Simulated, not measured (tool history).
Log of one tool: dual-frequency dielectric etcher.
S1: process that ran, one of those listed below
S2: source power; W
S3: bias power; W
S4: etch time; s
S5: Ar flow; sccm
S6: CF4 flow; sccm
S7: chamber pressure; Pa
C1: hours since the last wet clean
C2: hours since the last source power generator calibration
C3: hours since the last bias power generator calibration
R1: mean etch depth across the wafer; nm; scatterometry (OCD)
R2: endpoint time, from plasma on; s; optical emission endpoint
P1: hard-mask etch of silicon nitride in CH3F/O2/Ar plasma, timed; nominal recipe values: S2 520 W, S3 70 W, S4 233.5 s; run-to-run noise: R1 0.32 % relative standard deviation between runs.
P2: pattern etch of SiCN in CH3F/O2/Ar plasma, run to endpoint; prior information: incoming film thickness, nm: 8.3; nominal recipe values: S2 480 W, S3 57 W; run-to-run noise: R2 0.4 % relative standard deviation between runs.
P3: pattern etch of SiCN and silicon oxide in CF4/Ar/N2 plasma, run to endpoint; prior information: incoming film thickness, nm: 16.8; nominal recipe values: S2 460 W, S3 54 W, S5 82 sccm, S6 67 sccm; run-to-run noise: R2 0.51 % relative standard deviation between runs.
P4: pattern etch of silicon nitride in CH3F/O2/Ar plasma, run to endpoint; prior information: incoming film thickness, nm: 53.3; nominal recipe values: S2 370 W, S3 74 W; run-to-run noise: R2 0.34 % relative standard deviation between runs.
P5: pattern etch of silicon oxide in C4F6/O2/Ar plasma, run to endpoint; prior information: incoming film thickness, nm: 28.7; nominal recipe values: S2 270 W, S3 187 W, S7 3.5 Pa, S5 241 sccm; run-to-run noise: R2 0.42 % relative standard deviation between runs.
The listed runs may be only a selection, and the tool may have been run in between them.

run	hour	S1	S2	S3	S4	S5	S6	S7	C1	C2	C3	R1	R2
1	8.7	P1	520	70	233.5				470.6	1224.1	2089.4	175.88	
2	18.9	P2	480	57					480.8	1234.3	2099.6		21.5670
3	38.0	P1	520	70	233.5				499.9	1253.4	2118.7	176.39	
4	56.3	P1	520	70	233.5				518.2	1271.7	2137.0	175.29	
# hour 66.0: wet clean of the chamber
5	68.4	P3	460	54		82	67		2.5	1283.8	2149.1		19.7430
6	83.2	P1	520	70	233.5				17.3	1298.6	2163.9	176.06	
7	93.2	P5	270	187		319		3.5	27.3	1308.6	2173.9		10.0070
8	110.9	P1	520	100	233.5				45.0	1326.3	2191.6	199.62	
9	122.2	P5	270	187		241		3.5	56.3	1337.6	2202.9		9.6562
10	137.0	P5	270	254		241		3.5	71.1	1352.4	2217.7		8.7828
11	155.1	P3	460	54		82	67		89.2	1370.5	2235.8		19.7470
12	167.3	P5	270	187		241		4.8	101.4	1382.7	2248.0		9.9777
13	178.8	P1	370	70	233.5				112.9	1394.2	2259.5	154.85	
14	190.4	P1	520	43	174.0				124.5	1405.8	2271.1	112.23	
15	209.4	P1	350	91	233.5				143.5	1424.8	2290.1	165.57	
16	224.4	P3	460	54		82	46		158.5	1439.8	2305.1		21.1520
17	236.9	P1	520	70	233.5				171.0	1452.3	2317.6	174.55	
18	247.0	P1	520	52	233.5				181.1	1462.4	2327.7	159.45	
19	264.2	P2	340	57					198.3	1479.6	2344.9		24.6450
20	279.5	P4	370	74					213.6	1494.9	2360.2		78.5310
21	296.7	P4	370	92					230.8	1512.1	2377.4		72.9940
22	309.7	P3	590	54		82	67		243.8	1525.1	2390.4		15.8890
23	327.0	P1	520	70	233.5				261.1	1542.4	2407.7	177.09	
24	341.5	P3	460	54		106	67		275.6	1556.9	2422.2		20.7280
25	351.9	P5	270	187		241		3.5	286.0	1567.3	2432.6		9.6905
26	362.8	P3	460	38		82	67		296.9	1578.2	2443.5		21.8660
27	375.4	P1	610	70	233.5				309.5	1590.8	2456.1	187.79	
28	386.1	P1	520	70	171.0				320.2	1601.5	2466.8	128.66	
29	402.1	P5	160	187		241		3.5	336.2	1617.5	2482.8		11.7330
30	416.6	P1	520	70	344.5				350.7	1632.0	2497.3	258.68	
31	430.7	P4	370	74					364.8	1646.1	2511.4		78.7820
32	448.1	P2	480	34					382.2	1663.5	2528.8		25.2850
33	463.8	P4	220	74					397.9	1679.2	2544.5		95.7030
34	478.3	P1	520	70	233.5				412.4	1693.7	2559.0	177.14	
35	487.0	P1	520	70	233.5				421.1	1702.4	2567.7	176.76	
36	498.3	P1	520	70	233.5				432.4	1713.7	2579.0	177.68	
37	506.9	P1	520	70	233.5				441.0	1722.3	2587.6	177.89	
38	518.6	P1	520	70	233.5				452.7	1734.0	2599.3	178.54	

Run 39, settings as shown, results not yet in. Your forecast:
# hour 532.6: wet clean of the chamber
39	535.8	P1	520	70	233.5				3.3	1751.2	2616.5	?	

For run 39 the tool returned R1 177.93 nm.
